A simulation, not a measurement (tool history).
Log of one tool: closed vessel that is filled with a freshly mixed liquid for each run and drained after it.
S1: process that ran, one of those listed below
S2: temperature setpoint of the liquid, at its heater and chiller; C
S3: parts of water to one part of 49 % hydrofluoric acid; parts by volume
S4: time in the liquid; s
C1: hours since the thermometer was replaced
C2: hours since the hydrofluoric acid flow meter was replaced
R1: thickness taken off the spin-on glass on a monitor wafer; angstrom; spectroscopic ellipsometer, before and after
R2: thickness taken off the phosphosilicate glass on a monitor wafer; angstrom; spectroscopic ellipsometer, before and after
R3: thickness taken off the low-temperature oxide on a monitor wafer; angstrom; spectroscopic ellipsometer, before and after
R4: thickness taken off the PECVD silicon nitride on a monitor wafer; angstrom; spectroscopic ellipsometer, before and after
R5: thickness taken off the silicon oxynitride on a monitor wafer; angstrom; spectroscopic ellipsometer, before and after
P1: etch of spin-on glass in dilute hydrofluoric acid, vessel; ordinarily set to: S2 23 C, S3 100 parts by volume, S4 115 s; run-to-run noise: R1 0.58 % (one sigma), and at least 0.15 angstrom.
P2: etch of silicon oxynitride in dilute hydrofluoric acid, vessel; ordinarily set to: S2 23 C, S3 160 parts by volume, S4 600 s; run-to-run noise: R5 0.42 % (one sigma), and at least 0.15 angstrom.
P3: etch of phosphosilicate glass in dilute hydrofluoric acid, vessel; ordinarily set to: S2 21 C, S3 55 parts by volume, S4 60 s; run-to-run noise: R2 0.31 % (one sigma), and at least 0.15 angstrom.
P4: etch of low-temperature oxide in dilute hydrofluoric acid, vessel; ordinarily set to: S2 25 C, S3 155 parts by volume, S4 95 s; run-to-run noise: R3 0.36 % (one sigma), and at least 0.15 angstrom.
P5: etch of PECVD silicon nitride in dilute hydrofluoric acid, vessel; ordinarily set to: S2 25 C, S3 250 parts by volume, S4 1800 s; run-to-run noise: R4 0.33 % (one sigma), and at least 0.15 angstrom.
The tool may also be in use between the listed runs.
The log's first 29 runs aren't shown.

{"run": 30, "hour": 379.4, "S1": "P3", "S2": 21, "S3": 20, "S4": 60, "C1": 2485.2, "C2": 960.5, "R2": 3041.4}
{"run": 31, "hour": 395.3, "S1": "P1", "S2": 23, "S3": 155, "S4": 65, "C1": 2501.1, "C2": 976.4, "R1": 189.65}
{"run": 32, "hour": 406.3, "S1": "P1", "S2": 23, "S3": 145, "S4": 115, "C1": 2512.1, "C2": 987.4, "R1": 359.88}
{"run": 33, "hour": 424.6, "S1": "P3", "S2": 21, "S3": 55, "S4": 30, "C1": 2530.4, "C2": 1005.7, "R2": 529.94}
{"run": 34, "hour": 433.2, "S1": "P2", "S2": 23, "S3": 160, "S4": 600, "C1": 2539, "C2": 1014.3, "R5": 158.58}
{"run": 35, "hour": 442.1, "S1": "P1", "S2": 29.5, "S3": 100, "S4": 115, "C1": 2547.9, "C2": 1023.2, "R1": 707.57}
{"run": 36, "hour": 450.4, "S1": "P1", "S2": 23, "S3": 100, "S4": 115, "C1": 2556.2, "C2": 1031.5, "R1": 544.78}
{"run": 37, "hour": 466.6, "S1": "P1", "S2": 23, "S3": 100, "S4": 115, "C1": 2572.4, "C2": 1047.7, "R1": 560.55}
{"run": 38, "hour": 483.6, "S1": "P1", "S2": 23, "S3": 100, "S4": 115, "C1": 2589.4, "C2": 1064.7, "R1": 577.28}
{"run": 39, "hour": 495.6, "S1": "P1", "S2": 23, "S3": 100, "S4": 115, "C1": 2601.4, "C2": 1076.7, "R1": 572.07}
{"run": 40, "hour": 513.3, "S1": "P1", "S2": 23, "S3": 100, "S4": 115, "C1": 2619.1, "C2": 1094.4, "R1": 576.92}
{"run": 41, "hour": 524.2, "S1": "P1", "S2": 23, "S3": 100, "S4": 115, "C1": 2630, "C2": 1105.3, "R1": 578.64}
{"run": 42, "hour": 540.6, "S1": "P1", "S2": 23, "S3": 100, "S4": 115, "C1": 2646.4, "C2": 1121.7, "R1": 588.36}

What does the tool deliver on the next run?
{"run": 43, "hour": 556.8, "S1": "P1", "S2": 23, "S3": 100, "S4": 115, "C1": 2662.6, "C2": 1137.9, "R1": "?"}

R1: 584.45 angstrom

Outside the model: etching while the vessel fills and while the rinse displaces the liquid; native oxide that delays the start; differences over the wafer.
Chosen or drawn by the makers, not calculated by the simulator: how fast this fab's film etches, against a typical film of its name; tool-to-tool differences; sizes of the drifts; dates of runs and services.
